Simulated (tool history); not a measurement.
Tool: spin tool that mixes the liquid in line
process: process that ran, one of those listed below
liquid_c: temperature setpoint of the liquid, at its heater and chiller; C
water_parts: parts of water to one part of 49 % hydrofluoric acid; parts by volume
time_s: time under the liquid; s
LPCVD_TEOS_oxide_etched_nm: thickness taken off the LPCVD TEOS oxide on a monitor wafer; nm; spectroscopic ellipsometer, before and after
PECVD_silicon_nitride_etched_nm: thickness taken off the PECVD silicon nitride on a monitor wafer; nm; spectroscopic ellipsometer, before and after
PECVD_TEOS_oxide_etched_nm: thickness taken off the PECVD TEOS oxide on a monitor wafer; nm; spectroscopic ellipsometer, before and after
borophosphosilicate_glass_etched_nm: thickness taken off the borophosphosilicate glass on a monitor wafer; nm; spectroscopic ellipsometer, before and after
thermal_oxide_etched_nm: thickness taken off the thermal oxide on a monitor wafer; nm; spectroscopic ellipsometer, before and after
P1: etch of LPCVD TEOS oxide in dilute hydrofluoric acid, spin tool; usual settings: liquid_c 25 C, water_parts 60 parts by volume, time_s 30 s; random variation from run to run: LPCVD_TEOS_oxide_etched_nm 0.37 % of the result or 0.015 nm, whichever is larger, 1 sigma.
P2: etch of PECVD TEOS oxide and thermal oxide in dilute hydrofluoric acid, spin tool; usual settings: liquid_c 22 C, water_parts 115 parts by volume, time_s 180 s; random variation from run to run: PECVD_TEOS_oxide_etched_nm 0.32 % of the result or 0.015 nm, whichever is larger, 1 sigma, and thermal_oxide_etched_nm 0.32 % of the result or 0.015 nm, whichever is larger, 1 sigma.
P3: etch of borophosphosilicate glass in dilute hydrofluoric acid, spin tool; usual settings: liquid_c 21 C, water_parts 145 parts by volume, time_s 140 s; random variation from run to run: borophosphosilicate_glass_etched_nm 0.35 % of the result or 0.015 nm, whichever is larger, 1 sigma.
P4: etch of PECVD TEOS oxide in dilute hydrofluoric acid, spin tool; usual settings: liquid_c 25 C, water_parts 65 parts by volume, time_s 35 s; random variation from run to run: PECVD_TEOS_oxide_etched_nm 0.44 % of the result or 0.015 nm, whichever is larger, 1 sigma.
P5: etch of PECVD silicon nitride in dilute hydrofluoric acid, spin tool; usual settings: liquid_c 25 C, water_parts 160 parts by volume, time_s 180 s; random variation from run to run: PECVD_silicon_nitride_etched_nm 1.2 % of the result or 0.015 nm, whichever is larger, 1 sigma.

| run | hour | process | liquid_c | water_parts | time_s | hours since the thermometer was replaced | hours since the hydrofluoric acid flow meter was replaced | LPCVD_TEOS_oxide_etched_nm | PECVD_silicon_nitride_etched_nm | PECVD_TEOS_oxide_etched_nm | borophosphosilicate_glass_etched_nm | thermal_oxide_etched_nm |
|---|---|---|---|---|---|---|---|---|---|---|---|---|
| 1 | 4.4 | P1 | 25 | 60 | 30 | 1646.5 | 471.6 | 28.315 |  |  |  |  |
| 2 | 8.9 | P5 | 25 | 160 | 180 | 1651 | 476.1 |  | 1.9926 |  |  |  |
| 3 | 13.2 | P1 | 28.5 | 60 | 15 | 1655.3 | 480.4 | 16.339 |  |  |  |  |
| 4 | 20.3 | P1 | 25 | 60 | 15 | 1662.4 | 487.5 | 14.144 |  |  |  |  |
| 5 | 24.6 | P1 | 25 | 25 | 30 | 1666.7 | 491.8 | 71.147 |  |  |  |  |
| 6 | 29.7 | P1 | 17.5 | 60 | 30 | 1671.8 | 496.9 | 20.702 |  |  |  |  |
| 7 | 33.1 | P4 | 25 | 105 | 35 | 1675.2 | 500.3 |  |  | 3.8211 |  |  |
| 8 | 38.6 | P4 | 25 | 65 | 35 | 1680.7 | 505.8 |  |  | 6.4916 |  |  |
| 9 | 46.3 | P1 | 25 | 60 | 55 | 1688.4 | 513.5 | 51.888 |  |  |  |  |
| 10 | 52.1 | P3 | 21 | 145 | 25 | 1694.2 | 519.3 |  |  |  | 10.274 |  |
| 11 | 57.1 | P2 | 17 | 115 | 180 | 1699.2 | 524.3 |  |  | 26.808 |  | 5.4338 |
| 12 | 64.5 | P3 | 21 | 145 | 140 | 1706.6 | 531.7 |  |  |  | 57.514 |  |
| 13 | 68.7 | P4 | 18.5 | 65 | 35 | 1710.8 | 535.9 |  |  | 4.9632 |  |  |
| 14 | 75.4 | P1 | 32.5 | 60 | 30 | 1717.5 | 542.6 | 38.295 |  |  |  |  |
| 15 | 82.8 | P2 | 22 | 115 | 30 | 1724.9 | 550 |  |  | 5.4977 |  | 1.0989 |
| 16 | 88.1 | P4 | 25 | 65 | 35 | 1730.2 | 555.3 |  |  | 6.4907 |  |  |
| 17 | 93.7 | P4 | 25 | 65 | 15 | 1735.8 | 560.9 |  |  | 2.7856 |  |  |
| 18 | 99.6 | P1 | 25 | 60 | 30 | 1741.7 | 566.8 | 28.382 |  |  |  |  |
| 19 | 103.4 | P5 | 25 | 160 | 180 | 1745.5 | 570.6 |  | 1.9962 |  |  |  |

Forecast run 20:
| 20 | 111 | P5 | 25 | 160 | 15 | 1753.1 | 578.2 |  | ? |  |  |  |

{"run 20": {"PECVD_silicon_nitride_etched_nm": 0.15048}}
